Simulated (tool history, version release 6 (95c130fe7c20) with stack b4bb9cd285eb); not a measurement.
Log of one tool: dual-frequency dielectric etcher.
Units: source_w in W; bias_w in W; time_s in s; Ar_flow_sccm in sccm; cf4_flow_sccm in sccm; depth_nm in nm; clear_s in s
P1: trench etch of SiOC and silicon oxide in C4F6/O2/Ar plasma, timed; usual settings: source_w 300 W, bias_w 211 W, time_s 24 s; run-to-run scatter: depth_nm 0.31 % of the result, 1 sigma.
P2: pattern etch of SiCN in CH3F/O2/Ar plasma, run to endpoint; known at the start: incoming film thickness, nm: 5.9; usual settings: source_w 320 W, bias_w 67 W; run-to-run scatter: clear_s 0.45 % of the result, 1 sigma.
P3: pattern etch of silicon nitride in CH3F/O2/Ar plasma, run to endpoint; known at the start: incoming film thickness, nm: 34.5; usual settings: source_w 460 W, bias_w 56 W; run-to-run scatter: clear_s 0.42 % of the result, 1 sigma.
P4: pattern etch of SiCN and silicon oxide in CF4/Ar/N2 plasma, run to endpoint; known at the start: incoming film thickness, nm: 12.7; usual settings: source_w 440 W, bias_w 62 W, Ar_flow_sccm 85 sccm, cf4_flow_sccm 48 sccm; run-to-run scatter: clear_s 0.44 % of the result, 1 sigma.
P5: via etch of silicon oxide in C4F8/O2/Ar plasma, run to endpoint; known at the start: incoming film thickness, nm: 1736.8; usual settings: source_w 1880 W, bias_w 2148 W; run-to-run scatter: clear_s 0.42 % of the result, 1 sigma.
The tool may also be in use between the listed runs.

| run | hour | process | source_w | bias_w | time_s | Ar_flow_sccm | cf4_flow_sccm | hours since the last wet clean | hours since the last source power generator calibration | hours since the last bias power generator calibration | depth_nm | clear_s |
|---|---|---|---|---|---|---|---|---|---|---|---|---|
| 1 | 9.5 | P1 | 300 | 211 | 24 |  |  | 70.6 | 1835.7 | 1137.5 | 45.616 |  |
| 2 | 26.4 | P3 | 460 | 36 |  |  |  | 87.5 | 1852.6 | 1154.4 |  | 59.862 |
| 3 | 43.6 | P4 | 440 | 86 |  | 85 | 48 | 104.7 | 1869.8 | 1171.6 |  | 14.777 |
| 4 | 52.4 | P4 | 440 | 62 |  | 53 | 48 | 113.5 | 1878.6 | 1180.4 |  | 15.392 |
| 5 | 71.8 | P4 | 440 | 62 |  | 85 | 68 | 132.9 | 1898 | 1199.8 |  | 15.704 |
| 6 | 91.1 | P2 | 320 | 67 |  |  |  | 152.2 | 1917.3 | 1219.1 |  | 17.415 |
| 7 | 110.1 | P1 | 300 | 211 | 24 |  |  | 171.2 | 1936.3 | 1238.1 | 45.348 |  |
| 8 | 125.3 | P1 | 300 | 147 | 18 |  |  | 186.4 | 1951.5 | 1253.3 | 30.387 |  |
| 9 | 137.4 | P4 | 580 | 62 |  | 85 | 48 | 198.5 | 1963.6 | 1265.4 |  | 12.96 |
| 10 | 147.2 | P2 | 200 | 67 |  |  |  | 208.3 | 1973.4 | 1275.2 |  | 20.963 |
| 11 | 164.2 | P5 | 1880 | 1296 |  |  |  | 225.3 | 1990.4 | 1292.2 |  | 401.35 |
| 12 | 173.6 | P1 | 300 | 161 | 24 |  |  | 234.7 | 1999.8 | 1301.6 | 41.644 |  |
| 13 | 186.9 | P1 | 300 | 211 | 34 |  |  | 248 | 2013.1 | 1314.9 | 64.368 |  |
| 14 | 202.7 | P3 | 460 | 56 |  |  |  | 263.8 | 2028.9 | 1330.7 |  | 52.666 |
| 15 | 219.9 | P1 | 300 | 266 | 31.5 |  |  | 281 | 2046.1 | 1347.9 | 65.193 |  |
| 16 | 229.2 | P1 | 300 | 293 | 24 |  |  | 290.3 | 2055.4 | 1357.2 | 51.357 |  |
| 17 | 240.2 | P4 | 440 | 62 |  | 85 | 48 | 301.3 | 2066.4 | 1368.2 |  | 16.487 |
| 18 | 254.7 | P1 | 300 | 211 | 13.5 |  |  | 315.8 | 2080.9 | 1382.7 | 25.524 |  |
| 19 | 273.7 | P5 | 2480 | 2148 |  |  |  | 334.8 | 2099.9 | 1401.7 |  | 312.74 |
| 20 | 291.3 | P1 | 210 | 211 | 24 |  |  | 352.4 | 2117.5 | 1419.3 | 39.703 |  |
|  | 296.6 | wet clean of the chamber |
| 21 | 302.7 | P2 | 320 | 67 |  |  |  | 6.2 | 2128.9 | 1430.7 |  | 17.378 |
| 22 | 320 | P1 | 300 | 211 | 24 |  |  | 23.5 | 2146.2 | 1448 | 45.521 |  |
| 23 | 338.9 | P3 | 560 | 56 |  |  |  | 42.4 | 2165.1 | 1466.9 |  | 48.926 |
| 24 | 349.1 | P5 | 1880 | 2148 |  |  |  | 52.6 | 2175.3 | 1477.1 |  | 347.99 |
| 25 | 363 | P1 | 300 | 211 | 24 |  |  | 66.5 | 2189.2 | 1491 | 45.513 |  |
| 26 | 372.7 | P1 | 300 | 211 | 24 |  |  | 76.2 | 2198.9 | 1500.7 | 45.481 |  |
| 27 | 384.3 | P4 | 440 | 62 |  | 85 | 48 | 87.8 | 2210.5 | 1512.3 |  | 16.472 |
| 28 | 397.7 | P1 | 410 | 211 | 24 |  |  | 101.2 | 2223.9 | 1525.7 | 51.111 |  |
| 29 | 406.4 | P1 | 300 | 211 | 24 |  |  | 109.9 | 2232.6 | 1534.4 | 45.475 |  |
| 30 | 424.6 | P2 | 320 | 92 |  |  |  | 128.1 | 2250.8 | 1552.6 |  | 15.451 |
| 31 | 433.4 | P1 | 300 | 211 | 24 |  |  | 136.9 | 2259.6 | 1561.4 | 45.461 |  |
| 32 | 444 | P1 | 300 | 211 | 24 |  |  | 147.5 | 2270.2 | 1572 | 45.219 |  |
| 33 | 458.7 | P1 | 300 | 211 | 24 |  |  | 162.2 | 2284.9 | 1586.7 | 45.047 |  |
| 34 | 468 | P1 | 300 | 211 | 24 |  |  | 171.5 | 2294.2 | 1596 | 45.334 |  |
| 35 | 478.6 | P1 | 300 | 211 | 24 |  |  | 182.1 | 2304.8 | 1606.6 | 44.71 |  |
| 36 | 493.8 | P1 | 300 | 211 | 24 |  |  | 197.3 | 2320 | 1621.8 | 44.89 |  |
|  | 497.5 | wet clean of the chamber |
| 37 | 506.1 | P1 | 300 | 211 | 24 |  |  | 8.7 | 2332.3 | 1634.1 | 44.749 |  |
| 38 | 520.3 | P1 | 300 | 211 | 24 |  |  | 22.9 | 2346.5 | 1648.3 | 44.814 |  |
| 39 | 537.5 | P1 | 300 | 211 | 24 |  |  | 40.1 | 2363.7 | 1665.5 | 44.568 |  |
| 40 | 556.3 | P1 | 300 | 211 | 24 |  |  | 58.9 | 2382.5 | 1684.3 | 44.695 |  |
| 41 | 565.9 | P1 | 300 | 211 | 24 |  |  | 68.5 | 2392.1 | 1693.9 | 44.883 |  |

What P1 gives has crept away from where it was. These 2 causes fit the log equally well, each at the size given:
A: source power that arrives under what is set, % = 3.98
B: bias power that arrives under what is set, % = 4.58
The creep began at about hour 433.4.
Why every other cause is out:
chamber walls in a state that lowers the etch rate, %: serviced at hour 497.5, which brought nothing back

4 check runs are offered, each on 3 wafers whose results are averaged, their results left as question marks. Which one tells the causes apart?
| check 1 | 575.5 | P3 | 550 | 56 |  |  |  |  |  |  |  | ? |
| check 2 | 575.5 | P2 | 210 | 91 |  |  |  |  |  |  |  | ? |
| check 3 | 575.5 | P4 | 440 | 62 |  | 85 | 67 |  |  |  |  | ? |
| check 4 | 575.5 | P5 | 1880 | 1529 |  |  |  |  |  |  |  | ? |

What each check would give under each cause:
| check | result | if A | if B |
|---|---|---|---|
| check 1 | clear_s | 50.029 | 49.969 |
| check 2 | clear_s | 18.417 | 18.474 |
| check 3 | clear_s | 16.19 | 15.852 |
| check 4 | clear_s | 390.14 | 388.63 |
How far apart the two closest causes lie, in the result that separates them most: check 1 0.12 %; check 2 0.31 %; check 3 2.11 %; check 4 0.39 %
Only check 3 tells the causes apart: in the others they would give nearly the same result.

Then check 3 was run and gave: clear_s 15.887 s. Which cause is it?

It is B: bias power that arrives under what is set, %.
